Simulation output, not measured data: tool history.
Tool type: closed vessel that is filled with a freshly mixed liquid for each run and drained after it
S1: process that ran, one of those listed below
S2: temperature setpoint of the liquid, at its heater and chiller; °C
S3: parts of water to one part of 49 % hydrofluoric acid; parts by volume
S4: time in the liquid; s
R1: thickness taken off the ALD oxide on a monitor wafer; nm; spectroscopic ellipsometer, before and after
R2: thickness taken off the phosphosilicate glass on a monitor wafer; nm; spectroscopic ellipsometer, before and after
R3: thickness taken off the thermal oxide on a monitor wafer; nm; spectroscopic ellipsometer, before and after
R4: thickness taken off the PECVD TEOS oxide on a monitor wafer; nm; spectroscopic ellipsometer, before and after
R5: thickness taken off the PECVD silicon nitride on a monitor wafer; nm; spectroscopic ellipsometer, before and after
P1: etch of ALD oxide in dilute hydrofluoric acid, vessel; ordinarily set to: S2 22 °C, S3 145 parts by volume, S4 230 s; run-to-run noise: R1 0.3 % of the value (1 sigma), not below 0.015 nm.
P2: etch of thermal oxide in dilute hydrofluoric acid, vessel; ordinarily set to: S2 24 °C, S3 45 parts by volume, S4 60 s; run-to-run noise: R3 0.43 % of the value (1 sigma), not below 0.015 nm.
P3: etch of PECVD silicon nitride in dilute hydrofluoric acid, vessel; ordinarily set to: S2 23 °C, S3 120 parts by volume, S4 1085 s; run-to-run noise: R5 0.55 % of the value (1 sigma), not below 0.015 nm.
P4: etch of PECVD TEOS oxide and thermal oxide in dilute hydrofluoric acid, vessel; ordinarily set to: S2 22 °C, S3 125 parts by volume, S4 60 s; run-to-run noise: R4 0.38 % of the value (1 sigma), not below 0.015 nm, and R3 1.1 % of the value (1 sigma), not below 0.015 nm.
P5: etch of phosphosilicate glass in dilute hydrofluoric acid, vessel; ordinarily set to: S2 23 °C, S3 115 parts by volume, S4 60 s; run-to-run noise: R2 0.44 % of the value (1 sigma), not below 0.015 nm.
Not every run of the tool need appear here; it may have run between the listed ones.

run 1 hour=3.8 | S1=P1 S2=22 S3=145 S4=230 | R1=32.555
run 2 hour=8.4 | S1=P5 S2=23 S3=210 S4=60 | R2=47.592
run 3 hour=13.1 | S1=P2 S2=29 S3=45 S4=60 | R3=8.101
run 4 hour=17.5 | S1=P1 S2=22 S3=145 S4=230 | R1=32.419
run 5 hour=21.1 | S1=P4 S2=17 S3=125 S4=60 | R3=1.6732 R4=5.9413
run 6 hour=25.8 | S1=P5 S2=23 S3=115 S4=110 | R2=178.21
run 7 hour=30 | S1=P1 S2=22 S3=60 S4=230 | R1=87.369
run 8 hour=33.2 | S1=P2 S2=24 S3=45 S4=35 | R3=3.8445
run 9 hour=36.3 | S1=P4 S2=22 S3=125 S4=60 | R3=2.0161 R4=7.3541
run 10 hour=40.6 | S1=P1 S2=22 S3=145 S4=345 | R1=48.945
run 11 hour=44 | S1=P2 S2=24 S3=45 S4=60 | R3=6.6028
run 12 hour=46.6 | S1=P5 S2=17 S3=115 S4=60 | R2=75.817
run 13 hour=49.1 | S1=P1 S2=30 S3=145 S4=230 | R1=44.171
run 14 hour=53.5 | S1=P3 S2=23 S3=35 S4=1085 | R5=73.572
run 15 hour=58.4 | S1=P1 S2=22 S3=250 S4=230 | R1=17.044
run 16 hour=61.6 | S1=P5 S2=23 S3=115 S4=60 | R2=96.922
run 17 hour=64.4 | S1=P3 S2=23 S3=120 S4=420 | R5=8.4828
run 18 hour=68.1 | S1=P3 S2=23 S3=120 S4=1085 | R5=21.731
run 19 hour=73 | S1=P4 S2=22 S3=125 S4=30 | R3=1.0236 R4=3.6692
run 20 hour=75.6 | S1=P1 S2=17 S3=145 S4=230 | R1=26.651
run 21 hour=79 | S1=P1 S2=22 S3=145 S4=230 | R1=32.715
run 22 hour=82 | S1=P1 S2=22 S3=145 S4=230 | R1=32.514
run 23 hour=85.5 | S1=P2 S2=24 S3=45 S4=60 | R3=6.6751
run 24 hour=89.4 | S1=P1 S2=22 S3=145 S4=230 | R1=32.58
run 25 hour=94 | S1=P4 S2=22 S3=125 S4=60 | R3=1.9897 R4=7.3331
run 26 hour=98.9 | S1=P1 S2=22 S3=145 S4=100 | R1=14.189
run 27 hour=101.7 | S1=P2 S2=24 S3=20 S4=60 | R3=15.396
run 28 hour=104.6 | S1=P3 S2=29 S3=120 S4=1085 | R5=31.905
run 29 hour=109.5 | S1=P1 S2=22 S3=250 S4=330 | R1=24.346
run 30 hour=112.5 | S1=P4 S2=22 S3=180 S4=60 | R3=1.3316 R4=4.8104
run 31 hour=115.1 | S1=P1 S2=22 S3=145 S4=230 | R1=32.454
run 32 hour=118 | S1=P1 S2=22 S3=145 S4=230 | R1=31.874
run 33 hour=120.9 | S1=P1 S2=22 S3=145 S4=230 | R1=31.249
run 34 hour=124.8 | S1=P1 S2=22 S3=145 S4=230 | R1=31.018
run 35 hour=129.1 | S1=P1 S2=22 S3=145 S4=230 | R1=30.574
run 36 hour=133.4 | S1=P1 S2=22 S3=145 S4=230 | R1=30.447
run 37 hour=136.4 | S1=P1 S2=22 S3=145 S4=230 | R1=30.535
run 38 hour=139.4 | S1=P1 S2=22 S3=145 S4=230 | R1=30.399

The log shows P1 creeping away from where it was. Any of the 2 causes listed here, at the size stated for it, fits the log just as well as the others:
A: hydrofluoric acid flow below the setpoint (%) = 5.52
B: liquid colder than its thermometer reads (K) = 1.68
Onset of the creep was near hour 115.1.

Each of the 4 check runs below uses one wafer; its results are left as question marks. Which run tells the causes apart?
run check 1 hour=142.4 | S1=P4 S2=22 S3=125 S4=60 | R3=? R4=?
run check 2 hour=142.4 | S1=P5 S2=23 S3=115 S4=60 | R2=?
run check 3 hour=142.4 | S1=P2 S2=24 S3=45 S4=60 | R3=?
run check 4 hour=142.4 | S1=P3 S2=23 S3=120 S4=1085 | R5=?

Expected result of each check under each candidate cause:
check=check_1 result=R3 if_A=1.8721 if_B=1.868
check=check_1 result=R4 if_A=6.8714 if_B=6.8563
check=check_2 result=R2 if_A=90.679 if_B=90.467
check=check_3 result=R3 if_A=6.2081 if_B=6.1489
check=check_4 result=R5 if_A=20.709 if_B=19.591
Smallest distance between any two causes, each pair judged by its most separating result, in per cent: check 1 0.22 %; check 2 0.23 %; check 3 0.96 %; check 4 5.55 %
Check 4 is the one run that separates the causes; every other check would come out nearly the same whichever cause is at work.

The results of check 4 are: R5 19.762 nm. Based on these, which of the listed causes is it?

The correct cause is B, namely: liquid colder than its thermometer reads (K).

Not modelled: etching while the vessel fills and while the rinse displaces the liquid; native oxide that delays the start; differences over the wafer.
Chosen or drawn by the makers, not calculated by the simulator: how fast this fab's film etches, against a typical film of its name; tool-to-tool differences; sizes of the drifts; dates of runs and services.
